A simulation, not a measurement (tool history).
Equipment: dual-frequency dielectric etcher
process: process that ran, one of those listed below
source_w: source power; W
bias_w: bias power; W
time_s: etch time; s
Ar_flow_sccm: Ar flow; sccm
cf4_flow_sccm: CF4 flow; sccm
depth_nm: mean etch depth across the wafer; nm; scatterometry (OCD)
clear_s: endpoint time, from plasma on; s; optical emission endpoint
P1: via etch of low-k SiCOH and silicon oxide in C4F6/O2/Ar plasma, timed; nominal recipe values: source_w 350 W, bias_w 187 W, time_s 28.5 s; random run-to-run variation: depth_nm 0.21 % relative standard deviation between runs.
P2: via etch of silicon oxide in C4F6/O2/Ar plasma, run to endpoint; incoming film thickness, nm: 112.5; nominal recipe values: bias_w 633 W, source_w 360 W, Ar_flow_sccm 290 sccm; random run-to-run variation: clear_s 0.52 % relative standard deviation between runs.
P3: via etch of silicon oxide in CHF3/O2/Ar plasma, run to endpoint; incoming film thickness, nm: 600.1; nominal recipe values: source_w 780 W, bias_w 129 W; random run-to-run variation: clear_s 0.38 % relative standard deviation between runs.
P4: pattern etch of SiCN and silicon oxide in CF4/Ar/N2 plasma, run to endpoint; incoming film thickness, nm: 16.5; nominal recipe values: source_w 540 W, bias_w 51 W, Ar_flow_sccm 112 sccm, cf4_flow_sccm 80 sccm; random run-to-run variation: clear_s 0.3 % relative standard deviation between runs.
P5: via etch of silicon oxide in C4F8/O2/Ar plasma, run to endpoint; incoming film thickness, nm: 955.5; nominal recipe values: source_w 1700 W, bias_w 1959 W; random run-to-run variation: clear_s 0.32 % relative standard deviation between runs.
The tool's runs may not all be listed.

run	hour	process	source_w	bias_w	time_s	Ar_flow_sccm	cf4_flow_sccm	depth_nm	clear_s
1	7.8	P1	350	187	28.5			63.204	
2	18.4	P4	540	51		112	80		18.284
3	30.5	P1	350	187	28.5			62.936	
4	40.3	P1	350	187	28.5			63.283	
# hour 45: bias power generator calibrated
5	49.5	P1	350	108	28.5			53.687	
6	61.5	P2	490	633		290			21.533
7	68.6	P1	350	187	28.5			63.302	
8	76.6	P5	1700	2743					177.86
9	88.4	P1	220	130	28.5			46.986	
10	96.9	P1	350	187	41			90.572	
11	110.4	P1	350	187	28.5			63.326	
12	120.9	P2	360	406		290			28.616
13	127	P1	470	187	28.5			70.736	
14	135.6	P5	1700	1959					197.85
15	147.6	P5	1700	1959					197.29
16	159	P4	540	51		112	80		18.293
17	167.5	P4	540	33		112	80		20.749
18	180.4	P4	540	51		74	80		17.171
19	187.3	P1	350	124	37.5			73.275	
20	197.8	P1	350	187	21.5			47.865	
21	206.2	P4	310	51		112	80		29.971
22	214.8	P1	350	187	28.5			63.31	
23	222.9	P2	360	633		399			24.816
24	234.4	P1	350	243	28.5			69.15	
25	247.3	P1	350	187	28.5			63.272	
26	256	P2	360	633		290			24.067
27	264.1	P3	780	79					354.72
28	273	P1	260	187	28.5			56.402	
29	279.2	P4	540	51		112	101		17.584
30	289.9	P5	1130	1959					232.78
31	298.8	P3	780	129					310.57
32	308	P3	460	129					380.28
33	314.7	P1	350	187	28.5			63.155	
34	328.3	P1	350	187	28.5			62.859	
35	338.5	P1	350	187	28.5			62.55	
# hour 348.1: wet clean of the chamber
36	351.8	P1	350	187	28.5			62.592	
37	362.5	P1	350	187	28.5			62.308	
38	369.3	P1	350	187	28.5			62.37	
39	381.2	P1	350	187	28.5			62.259	
40	388.6	P1	350	187	28.5			62.123	
41	400.1	P1	350	187	28.5			61.976	
42	407	P1	350	187	28.5			62.547	

What P1 gives has crept away from where it was. These 2 causes fit the log equally well, each at the size given:
A: bias power that arrives under what is set, % = 4.39
B: source power that arrives under what is set, % = 3.64
At approximately hour 314.7, the process output began to creep.
Each remaining cause and why it is not a fit:
chamber walls in a state that lowers the etch rate, %: work on it at hour 348.1, done after the drift set in, did not restore what the process gave before

The check runs listed below each take one wafer, and their results are still question marks. Under which run would the listed causes lead to clearly different results?
check 1	413.9	P2	470	633		380			?
check 2	413.9	P3	570	97					?
check 3	413.9	P4	540	34		74	80		?
check 4	413.9	P5	1700	2448					?

Check results expected under each cause:
check	result	if A	if B
check 1	clear_s	22.982	22.899
check 2	clear_s	386.32	386.97
check 3	clear_s	19.326	19.768
check 4	clear_s	187.92	188.12
Separation of the two closest causes in each check, using whichever result separates them best: check 1 0.36 %; check 2 0.17 %; check 3 2.26 %; check 4 0.11 %
Only check 3 tells the causes apart: in the others they would give nearly the same result.

Check 3 was then run and gave: clear_s 19.766 s. Which cause is it?

B is the cause: source power that arrives under what is set, %.

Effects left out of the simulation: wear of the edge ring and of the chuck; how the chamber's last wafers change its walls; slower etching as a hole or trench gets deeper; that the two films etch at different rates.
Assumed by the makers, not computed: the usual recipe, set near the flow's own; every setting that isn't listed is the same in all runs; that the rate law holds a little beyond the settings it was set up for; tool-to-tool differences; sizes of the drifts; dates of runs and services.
